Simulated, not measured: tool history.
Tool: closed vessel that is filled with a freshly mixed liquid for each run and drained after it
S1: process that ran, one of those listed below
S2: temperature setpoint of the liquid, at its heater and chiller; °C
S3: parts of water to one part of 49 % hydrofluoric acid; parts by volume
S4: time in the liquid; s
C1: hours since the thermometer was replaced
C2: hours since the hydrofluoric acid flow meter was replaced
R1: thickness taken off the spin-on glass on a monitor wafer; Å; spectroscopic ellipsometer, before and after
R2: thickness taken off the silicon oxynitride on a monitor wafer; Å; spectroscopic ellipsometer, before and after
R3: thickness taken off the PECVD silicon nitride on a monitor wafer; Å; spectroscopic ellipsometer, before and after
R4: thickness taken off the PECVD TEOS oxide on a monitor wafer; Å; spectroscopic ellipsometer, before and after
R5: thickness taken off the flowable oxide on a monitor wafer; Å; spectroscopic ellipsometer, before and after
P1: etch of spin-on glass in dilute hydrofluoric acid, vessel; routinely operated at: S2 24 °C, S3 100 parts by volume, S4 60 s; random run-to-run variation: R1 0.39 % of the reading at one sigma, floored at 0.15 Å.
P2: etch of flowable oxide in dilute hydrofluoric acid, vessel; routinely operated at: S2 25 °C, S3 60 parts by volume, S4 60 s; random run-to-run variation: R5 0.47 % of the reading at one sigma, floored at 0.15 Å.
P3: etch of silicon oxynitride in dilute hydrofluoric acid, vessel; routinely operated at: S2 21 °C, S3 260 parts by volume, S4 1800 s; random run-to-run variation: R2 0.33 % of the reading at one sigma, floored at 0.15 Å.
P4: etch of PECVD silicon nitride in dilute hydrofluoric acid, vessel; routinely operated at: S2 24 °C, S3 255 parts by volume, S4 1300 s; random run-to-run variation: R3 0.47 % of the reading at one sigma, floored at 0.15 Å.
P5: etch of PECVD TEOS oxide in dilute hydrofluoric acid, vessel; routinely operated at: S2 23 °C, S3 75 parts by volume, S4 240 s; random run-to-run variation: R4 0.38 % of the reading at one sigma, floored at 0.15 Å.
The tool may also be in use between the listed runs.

run 1 hour=4 | S1=P1 S2=24 S3=100 S4=60 | C1=994.2 C2=921 | R1=200.46
run 2 hour=7.3 | S1=P3 S2=21 S3=260 S4=395 | C1=997.5 C2=924.3 | R2=51.293
run 3 hour=12.9 | S1=P3 S2=21 S3=260 S4=1800 | C1=1003.1 C2=929.9 | R2=233.41
run 4 hour=18.6 | S1=P1 S2=24 S3=100 S4=60 | C1=1008.8 C2=935.6 | R1=201.11
run 5 hour=21.5 | S1=P4 S2=24 S3=255 S4=1300 | C1=1011.7 C2=938.5 | R3=166.85
run 6 hour=27.4 | S1=P5 S2=23 S3=75 S4=95 | C1=1017.6 C2=944.4 | R4=192.14
run 7 hour=31.7 | S1=P1 S2=24 S3=100 S4=60 | C1=1021.9 C2=948.7 | R1=201.15
run 8 hour=34.6 | S1=P1 S2=24 S3=140 S4=30 | C1=1024.8 C2=951.6 | R1=68.654
run 9 hour=37.3 | S1=P5 S2=23 S3=110 S4=240 | C1=1027.5 C2=954.3 | R4=317.46
run 10 hour=42.7 | S1=P1 S2=24 S3=40 S4=105 | C1=1032.9 C2=959.7 | R1=948.28
run 11 hour=46 | S1=P2 S2=25 S3=60 S4=30 | C1=1036.2 C2=963 | R5=223.59
-- hour=48.1 hydrofluoric acid flow meter replaced
run 12 hour=49.1 | S1=P2 S2=25 S3=60 S4=60 | C1=1039.3 C2=1.1 | R5=450.98
run 13 hour=54.7 | S1=P4 S2=24 S3=255 S4=510 | C1=1044.9 C2=6.7 | R3=66.404
run 14 hour=60.4 | S1=P2 S2=25 S3=60 S4=60 | C1=1050.6 C2=12.4 | R5=448.12
run 15 hour=64.4 | S1=P1 S2=19 S3=100 S4=60 | C1=1054.6 C2=16.4 | R1=164.64
run 16 hour=69.4 | S1=P1 S2=24 S3=100 S4=60 | C1=1059.6 C2=21.4 | R1=200.52
run 17 hour=72.2 | S1=P1 S2=24 S3=45 S4=60 | C1=1062.4 C2=24.2 | R1=475.26
run 18 hour=77 | S1=P1 S2=31 S3=100 S4=60 | C1=1067.2 C2=29 | R1=262.7
run 19 hour=80.4 | S1=P1 S2=24 S3=100 S4=60 | C1=1070.6 C2=32.4 | R1=200.99
run 20 hour=84.5 | S1=P4 S2=24 S3=105 S4=1300 | C1=1074.7 C2=36.5 | R3=400.21
run 21 hour=88.2 | S1=P1 S2=24 S3=100 S4=90 | C1=1078.4 C2=40.2 | R1=302.46
run 22 hour=94.1 | S1=P1 S2=24 S3=100 S4=30 | C1=1084.3 C2=46.1 | R1=101.07

Forecast run 23:
run 23 hour=98.6 | S1=P2 S2=25 S3=25 S4=60 | C1=1088.8 C2=50.6 | R5=?

R5: 1129 Å
